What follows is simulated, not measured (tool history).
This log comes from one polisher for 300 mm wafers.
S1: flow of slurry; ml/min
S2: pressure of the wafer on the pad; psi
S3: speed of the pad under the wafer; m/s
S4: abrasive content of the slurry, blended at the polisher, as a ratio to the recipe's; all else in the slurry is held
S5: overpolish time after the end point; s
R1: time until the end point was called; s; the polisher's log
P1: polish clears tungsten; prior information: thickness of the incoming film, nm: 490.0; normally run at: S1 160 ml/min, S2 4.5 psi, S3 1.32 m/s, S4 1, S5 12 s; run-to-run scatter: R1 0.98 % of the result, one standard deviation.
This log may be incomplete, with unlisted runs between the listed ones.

run	day	S1	S2	S3	S4	S5	R1
1	0.271	160	4.5	1.32	1	12	73.188
2	0.483	220	4.5	1.32	0.65	12	79.37
3	0.817	160	4.5	1.32	1	12	73.54
4	1.154	160	4.5	0.86	1	12	114.69
5	1.458	160	4.5	1.32	0.65	12	82.692
6	1.758	160	4.5	1.32	1	22	75.067
7	2.108	160	4.5	1.32	1	4	73.666
8	2.45	160	2.8	1.32	1	12	118.01
9	2.812	160	6.3	1.32	1	12	52.863
10	3.188	160	4.5	1.32	1	12	73.689
11	3.5	160	4.5	1.32	1	12	73.422
12	3.729	160	4.5	1.32	1	12	73.814
13	4.042	160	4.5	1.88	1	12	51.598
14	4.421	160	4.5	1.32	1.45	12	67.04
15	4.688	95	4.5	1.32	1	12	83.426
16	4.992	215	4.5	1.32	1	12	70.837
17	5.458	160	4.5	1.32	1	12	74.378
18	5.796	160	4.5	1.32	1	12	75.491
19	6.042	160	4.5	1.32	1	12	78.388
20	6.358	160	4.5	1.32	1	12	78.683
# day 6.558: worn pad replaced by a new one
# day 6.612: head pressure recalibrated
21	6.646	160	4.5	1.32	1	12	80.005
# day 6.658: slurry blender recalibrated
22	6.875	160	4.5	1.32	1	12	80.541
23	7.271	160	4.5	1.32	1	12	81.218
24	7.475	160	4.5	1.32	1	12	82.197
25	7.762	160	4.5	1.32	1	12	81.597
26	8.179	160	4.5	1.32	1	12	82.131
27	8.55	160	4.5	1.32	1	12	82.12

P1 has crept away from where it was. The log is fitted equally well by each of these 2 causes, at the sizes shown:
A: slurry flow missing at the pad, % = 39.8
B: peroxide lost from the slurry, % = 23.6
Onset of the creep was near day 5.458.
Every other cause this tool's parts could produce, and why it does not fit the log:
removal rate lost through wear of the pad, %: its service at day 6.558 followed the start of the drift and did not put the process back to its old value
head's pressure below its setpoint, %: its service at day 6.612 followed the start of the drift and did not put the process back to its old value
abrasive missing from the slurry, %: its service at day 6.658 followed the start of the drift and did not put the process back to its old value

Below are 4 check runs, each averaged over 2 wafers, with their results shown as question marks. Which of them would give clearly different results depending on which cause is behind the drift?
check 1	8.921	160	3.1	1.32	1	12	?
check 2	8.921	160	4.5	1.32	1.3	12	?
check 3	8.921	95	4.5	1.32	1	12	?
check 4	8.921	160	5.9	1.32	1	12	?

What each check would give under each cause:
check	result	if A	if B
check 1	R1	119.43	119.45
check 2	R1	77.265	77.276
check 3	R1	97.482	91.778
check 4	R1	62.752	62.762
Smallest distance between any two causes, each pair judged by its most separating result, in per cent: check 1 0.01 %; check 2 0.01 %; check 3 6.03 %; check 4 0.01 %
Only in check 3 would the causes give clearly different results; in the remaining checks their results would be nearly the same.

With check 3 done, the readings were: R1 91.419 s. Identify which of the listed causes applies.

Of the candidate causes, it is B: peroxide lost from the slurry, %.

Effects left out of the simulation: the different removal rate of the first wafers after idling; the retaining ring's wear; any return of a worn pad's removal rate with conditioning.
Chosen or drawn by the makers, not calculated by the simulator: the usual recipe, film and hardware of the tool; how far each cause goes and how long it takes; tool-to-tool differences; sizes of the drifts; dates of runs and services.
